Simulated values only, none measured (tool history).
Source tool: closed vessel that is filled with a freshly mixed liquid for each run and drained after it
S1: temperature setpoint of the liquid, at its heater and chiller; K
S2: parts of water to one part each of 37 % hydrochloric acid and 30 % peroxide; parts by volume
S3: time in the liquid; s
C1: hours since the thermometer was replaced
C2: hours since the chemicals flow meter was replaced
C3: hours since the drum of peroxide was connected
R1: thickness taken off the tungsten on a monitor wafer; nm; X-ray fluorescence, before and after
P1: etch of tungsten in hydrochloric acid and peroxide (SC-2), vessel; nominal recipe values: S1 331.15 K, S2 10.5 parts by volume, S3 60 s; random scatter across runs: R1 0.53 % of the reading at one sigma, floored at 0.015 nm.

{"run": 1, "day": 0.196, "S1": 331.15, "S2": 10.5, "S3": 60, "C1": 1197.0, "C2": 1230.3, "C3": 194.0, "R1": 21.942}
{"run": 2, "day": 0.454, "S1": 321.15, "S2": 4.0, "S3": 60, "C1": 1203.2, "C2": 1236.5, "C3": 200.2, "R1": 23.574}
{"day": 0.683, "done": "new drum of peroxide connected"}
{"run": 3, "day": 0.762, "S1": 331.15, "S2": 10.5, "S3": 60, "C1": 1210.6, "C2": 1243.9, "C3": 2.0, "R1": 21.973}
{"run": 4, "day": 1.062, "S1": 331.15, "S2": 10.5, "S3": 60, "C1": 1217.8, "C2": 1251.1, "C3": 9.2, "R1": 21.891}
{"run": 5, "day": 1.288, "S1": 331.15, "S2": 4.0, "S3": 60, "C1": 1223.2, "C2": 1256.5, "C3": 14.6, "R1": 45.8}
{"run": 6, "day": 1.45, "S1": 331.15, "S2": 10.5, "S3": 105, "C1": 1227.1, "C2": 1260.4, "C3": 18.5, "R1": 38.356}
{"run": 7, "day": 1.729, "S1": 343.65, "S2": 4.0, "S3": 60, "C1": 1233.8, "C2": 1267.1, "C3": 25.2, "R1": 98.684}
{"run": 8, "day": 1.958, "S1": 331.15, "S2": 10.5, "S3": 60, "C1": 1239.3, "C2": 1272.6, "C3": 30.7, "R1": 21.955}
{"run": 9, "day": 2.146, "S1": 338.15, "S2": 15.0, "S3": 60, "C1": 1243.8, "C2": 1277.1, "C3": 35.2, "R1": 24.683}
{"run": 10, "day": 2.479, "S1": 331.15, "S2": 10.5, "S3": 30, "C1": 1251.8, "C2": 1285.1, "C3": 43.2, "R1": 10.988}
{"run": 11, "day": 2.821, "S1": 331.15, "S2": 10.5, "S3": 60, "C1": 1260.0, "C2": 1293.3, "C3": 51.4, "R1": 22.01}
{"run": 12, "day": 3.062, "S1": 344.15, "S2": 10.5, "S3": 60, "C1": 1265.8, "C2": 1299.1, "C3": 57.2, "R1": 48.533}
{"run": 13, "day": 3.3, "S1": 331.15, "S2": 18.5, "S3": 60, "C1": 1271.5, "C2": 1304.8, "C3": 62.9, "R1": 13.25}
{"run": 14, "day": 3.533, "S1": 315.15, "S2": 10.5, "S3": 60, "C1": 1277.1, "C2": 1310.4, "C3": 68.5, "R1": 7.5258}
{"run": 15, "day": 3.762, "S1": 331.15, "S2": 10.5, "S3": 60, "C1": 1282.6, "C2": 1315.9, "C3": 74.0, "R1": 22.039}
{"run": 16, "day": 4.058, "S1": 331.15, "S2": 10.5, "S3": 60, "C1": 1289.7, "C2": 1323.0, "C3": 81.1, "R1": 22.134}
{"run": 17, "day": 4.342, "S1": 331.15, "S2": 10.5, "S3": 60, "C1": 1296.5, "C2": 1329.8, "C3": 87.9, "R1": 22.515}
{"run": 18, "day": 4.658, "S1": 331.15, "S2": 10.5, "S3": 60, "C1": 1304.1, "C2": 1337.4, "C3": 95.5, "R1": 23.099}

Run 19 is up next; what results do you expect?
{"run": 19, "day": 4.988, "S1": 331.15, "S2": 10.5, "S3": 60, "C1": 1312.0, "C2": 1345.3, "C3": 103.4, "R1": "?"}

Run 19 produced R1 23.1980 nm.
